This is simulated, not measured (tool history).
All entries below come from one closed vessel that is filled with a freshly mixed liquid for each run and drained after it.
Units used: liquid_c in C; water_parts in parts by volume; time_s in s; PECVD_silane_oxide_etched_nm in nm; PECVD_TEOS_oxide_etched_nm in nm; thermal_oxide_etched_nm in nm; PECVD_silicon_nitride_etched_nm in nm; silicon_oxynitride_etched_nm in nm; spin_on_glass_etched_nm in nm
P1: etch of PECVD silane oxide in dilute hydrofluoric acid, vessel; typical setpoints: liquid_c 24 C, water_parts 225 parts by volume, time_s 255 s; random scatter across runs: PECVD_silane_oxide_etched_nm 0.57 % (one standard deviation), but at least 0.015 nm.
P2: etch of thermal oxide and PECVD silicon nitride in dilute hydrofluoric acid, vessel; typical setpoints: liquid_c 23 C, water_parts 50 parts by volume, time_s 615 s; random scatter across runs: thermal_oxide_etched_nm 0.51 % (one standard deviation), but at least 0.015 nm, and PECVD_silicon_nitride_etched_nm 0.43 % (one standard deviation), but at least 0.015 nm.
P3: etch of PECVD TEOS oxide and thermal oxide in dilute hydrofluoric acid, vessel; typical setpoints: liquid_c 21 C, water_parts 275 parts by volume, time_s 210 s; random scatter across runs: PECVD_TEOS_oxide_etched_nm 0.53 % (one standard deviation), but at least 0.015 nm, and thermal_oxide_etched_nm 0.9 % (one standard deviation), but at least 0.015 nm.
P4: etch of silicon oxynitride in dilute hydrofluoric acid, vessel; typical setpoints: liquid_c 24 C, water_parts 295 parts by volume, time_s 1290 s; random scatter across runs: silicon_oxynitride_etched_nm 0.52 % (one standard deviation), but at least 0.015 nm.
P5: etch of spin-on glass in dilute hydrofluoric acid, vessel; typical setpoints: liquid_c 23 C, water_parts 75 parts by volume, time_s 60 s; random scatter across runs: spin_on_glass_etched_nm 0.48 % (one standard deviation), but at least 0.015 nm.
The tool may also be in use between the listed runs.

run	hour	process	liquid_c	water_parts	time_s	hours since the thermometer was replaced	hours since the hydrofluoric acid flow meter was replaced	PECVD_silane_oxide_etched_nm	PECVD_TEOS_oxide_etched_nm	thermal_oxide_etched_nm	PECVD_silicon_nitride_etched_nm	silicon_oxynitride_etched_nm	spin_on_glass_etched_nm
1	13.5	P1	24	225	255	1480.7	459.1	29.561					
2	24.1	P1	24	225	465	1491.3	469.7	53.47					
3	34.7	P3	17	275	210	1501.9	480.3		5.7723	2.3766			
4	44.9	P1	24	225	255	1512.1	490.5	29.445					
5	53.2	P2	23	50	1205	1520.4	498.8			111.41	44.566		
6	62.7	P4	24	420	1290	1529.9	508.3					3.4214	
7	69.5	P2	23	85	615	1536.7	515.1			31.655	13.532		
8	79.2	P3	21	165	210	1546.4	524.8		12.333	5.068			
9	90	P1	24	225	255	1557.2	535.6	29.627					
10	102.7	P2	23	50	615	1569.9	548.3			56.312	22.822		
11	110.5	P3	21	275	375	1577.7	556.1		11.799	4.8171			
12	123.3	P1	24	225	255	1590.5	568.9	29.377					
13	132.4	P5	23	20	60	1599.6	578						132.74
14	143.9	P5	31	75	60	1611.1	589.5						45.334
15	151	P1	24	305	255	1618.2	596.6	20.151					
16	163	P5	23	75	60	1630.2	608.6						33.052
17	172.1	P4	31.5	295	1290	1639.3	617.7					7.1861	
18	183.3	P1	29	225	70	1650.5	628.9	9.6868					
19	189.9	P5	23	75	110	1657.1	635.5						60.867
20	205.1	P3	21	275	210	1672.3	650.7		6.6252	2.8053			
21	219.1	P1	19	225	255	1686.3	664.7	24.458					
22	229.3	P2	28.5	50	615	1696.5	674.9			70.569	32.714		
23	236.8	P1	24	225	135	1704	682.4	15.727					
24	243.9	P1	30.5	225	255	1711.1	689.5	37.167					
25	256	P4	24	295	70	1723.2	701.6					0.28107	
26	266.2	P1	24	125	255	1733.4	711.8	59.255					
27	278.3	P4	24	295	1290	1745.5	723.9					5.349	
28	291.9	P1	24	225	255	1759.1	737.5	29.615					
29	306.1	P1	24	225	255	1773.3	751.7	30.822					
30	318.3	P1	24	225	255	1785.5	763.9	31.081					
31	332	P1	24	225	255	1799.2	777.6	31.482					
32	340.1	P1	24	225	255	1807.3	785.7	31.803					
33	350.8	P1	24	225	255	1818	796.4	31.986					
34	365	P1	24	225	255	1832.2	810.6	31.917					
35	375.8	P1	24	225	255	1843	821.4	32.021					
36	385.5	P1	24	225	255	1852.7	831.1	32.008					
37	397.3	P1	24	225	255	1864.5	842.9	31.973					

P1 has crept away from where it was. The log is fitted equally well by each of these 2 causes, at the sizes shown:
A: liquid hotter than its thermometer reads (K) = 2.23
B: hydrofluoric acid flow above the setpoint (%) = 6.7
At approximately hour 291.9, the process output began to creep.

Consider the 4 single-wafer check runs listed below, results given as question marks: which one distinguishes between the causes by giving clearly different results for each?
check 1	409.1	P3	21	195	290				?	?			
check 2	409.1	P2	26	50	840					?	?		
check 3	409.1	P4	31	295	1290							?	
check 4	409.1	P5	31	75	90								?

What each check would give under each cause:
check	result	if A	if B
check 1	PECVD_TEOS_oxide_etched_nm	15.207	15.099
check 1	thermal_oxide_etched_nm	6.2648	6.2202
check 2	thermal_oxide_etched_nm	95.809	93.884
check 2	PECVD_silicon_nitride_etched_nm	43.967	40.453
check 3	silicon_oxynitride_etched_nm	7.6677	7.623
check 4	spin_on_glass_etched_nm	73.923	73.045
Per-check spread between the two closest causes, in the result where they differ most: check 1 0.71 %; check 2 8.33 %; check 3 0.59 %; check 4 1.19 %
Only in check 2 would the causes give clearly different results; in the remaining checks their results would be nearly the same.

Check 2 was carried out, with these results: thermal_oxide_etched_nm 93.517 nm; PECVD_silicon_nitride_etched_nm 40.259 nm. Which of the listed causes is responsible?

The correct cause is B, namely: hydrofluoric acid flow above the setpoint (%).
